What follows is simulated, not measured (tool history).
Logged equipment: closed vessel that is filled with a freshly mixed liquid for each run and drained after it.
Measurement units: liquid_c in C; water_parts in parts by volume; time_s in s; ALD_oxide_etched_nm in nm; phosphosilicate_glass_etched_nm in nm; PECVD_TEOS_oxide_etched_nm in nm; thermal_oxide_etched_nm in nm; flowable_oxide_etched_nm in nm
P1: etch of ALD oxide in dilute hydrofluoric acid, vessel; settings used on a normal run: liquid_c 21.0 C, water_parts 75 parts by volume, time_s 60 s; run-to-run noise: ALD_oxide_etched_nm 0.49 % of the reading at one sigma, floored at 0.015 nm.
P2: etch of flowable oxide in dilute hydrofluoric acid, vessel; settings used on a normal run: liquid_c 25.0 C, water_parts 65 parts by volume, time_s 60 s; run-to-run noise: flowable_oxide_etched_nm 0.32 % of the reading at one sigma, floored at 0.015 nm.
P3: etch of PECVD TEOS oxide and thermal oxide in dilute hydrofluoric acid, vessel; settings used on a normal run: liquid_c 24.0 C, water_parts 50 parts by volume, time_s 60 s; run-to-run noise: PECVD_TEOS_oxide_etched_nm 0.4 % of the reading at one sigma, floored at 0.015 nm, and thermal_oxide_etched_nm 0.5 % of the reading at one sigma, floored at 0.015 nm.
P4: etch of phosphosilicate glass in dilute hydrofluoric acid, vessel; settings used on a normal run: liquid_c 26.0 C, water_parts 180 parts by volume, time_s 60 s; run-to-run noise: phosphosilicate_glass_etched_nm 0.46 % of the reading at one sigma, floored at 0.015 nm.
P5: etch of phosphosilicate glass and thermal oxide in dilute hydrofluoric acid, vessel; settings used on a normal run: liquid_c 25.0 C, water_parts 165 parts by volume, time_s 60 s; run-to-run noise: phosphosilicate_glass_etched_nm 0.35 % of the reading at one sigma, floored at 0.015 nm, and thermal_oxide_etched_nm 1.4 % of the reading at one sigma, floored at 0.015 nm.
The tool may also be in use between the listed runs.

run	hour	process	liquid_c	water_parts	time_s	ALD_oxide_etched_nm	phosphosilicate_glass_etched_nm	PECVD_TEOS_oxide_etched_nm	thermal_oxide_etched_nm	flowable_oxide_etched_nm
1	5.9	P1	21.0	75	60	16.7220				
2	9.3	P4	26.0	180	105		36.1770			
3	13.1	P3	17.0	50	60			16.038	4.5832	
4	19.5	P1	21.0	75	60	16.6380				
5	26.2	P2	25.0	65	30					13.994
6	32.0	P4	26.0	180	60		20.6760			
7	38.7	P4	26.0	330	60		9.6579			
8	43.3	P1	17.0	75	30	7.0453				
9	48.8	P1	17.0	75	60	14.0590				
10	55.0	P1	21.0	75	60	16.8740				
11	60.1	P2	17.0	65	60					20.187
12	65.5	P1	24.5	75	60	19.2740				
13	71.1	P2	25.0	65	60					28.060
14	77.2	P5	25.0	165	60		71.2330		1.6723	
15	82.8	P4	31.5	180	60		25.0920			
16	90.1	P1	21.0	75	60	16.7010				
17	94.1	P5	25.0	165	35		41.4280		0.9922	
18	101.8	P1	21.0	75	95	26.2120				
19	109.3	P1	21.0	20	60	67.2350				
20	112.7	P3	24.0	50	30			10.760	3.0720	
21	119.7	P1	21.0	130	60	9.0414				
22	124.7	P2	25.0	95	60					18.407
23	131.2	P5	25.0	40	60		343.8900		8.1195	
24	137.4	P3	24.0	50	60			21.604	6.0911	
25	144.3	P1	21.0	75	30	8.3403				
26	151.9	P1	21.0	75	60	16.6760				
27	157.7	P1	21.0	45	30	14.4130				
28	163.2	P5	17.0	165	60		52.0150		1.2519	
29	167.2	P3	24.0	20	60			56.170	15.9700	
30	173.9	P1	21.0	75	60	16.7450				
31	177.3	P1	21.0	75	60	16.6190				
32	184.4	P1	21.0	75	60	15.9950				
33	188.6	P1	21.0	75	60	15.8720				
34	194.8	P1	21.0	75	60	15.5690				
35	199.4	P1	21.0	75	60	15.5420				
36	207.1	P1	21.0	75	60	15.4590				
37	214.1	P1	21.0	75	60	15.3510				
38	220.7	P1	21.0	75	60	15.1700				
39	225.5	P1	21.0	75	60	15.2450				
40	230.8	P1	21.0	75	60	15.2930				

P1 has crept away from where it was. The log is fitted equally well by each of these 2 causes, at the sizes shown:
A: liquid colder than its thermometer reads (K) = 2.12
B: hydrofluoric acid flow below the setpoint (%) = 7.78
The gradual shift began around hour 177.3.

Question marks stand in for the results of the 4 check runs listed below, each run on one wafer. Under which run would the listed causes show clearly different results?
check 1	236.1	P4	26.0	325	60		?			
check 2	236.1	P3	24.0	20	60			?	?	
check 3	236.1	P2	18.5	65	35					?
check 4	236.1	P5	21.5	65	60		?		?	

Check results expected under each cause:
check	result	if A	if B
check 1	phosphosilicate_glass_etched_nm	9.1368	8.8124
check 2	PECVD_TEOS_oxide_etched_nm	51.314	51.663
check 2	thermal_oxide_etched_nm	14.6000	14.7000
check 3	flowable_oxide_etched_nm	11.426	11.471
check 4	phosphosilicate_glass_etched_nm	161.8600	162.0500
check 4	thermal_oxide_etched_nm	3.8175	3.8221
Distance between the nearest two causes, measured in the result of the check that separates them most: check 1 3.61 %; check 2 0.68 %; check 3 0.39 %; check 4 0.12 %
The other checks would show nearly matching results whichever cause is true, so check 1 is the only one that separates the causes.

After running check 1, the following was obtained: phosphosilicate_glass_etched_nm 8.8231 nm. Which cause does this point to?

It is B: hydrofluoric acid flow below the setpoint (%).
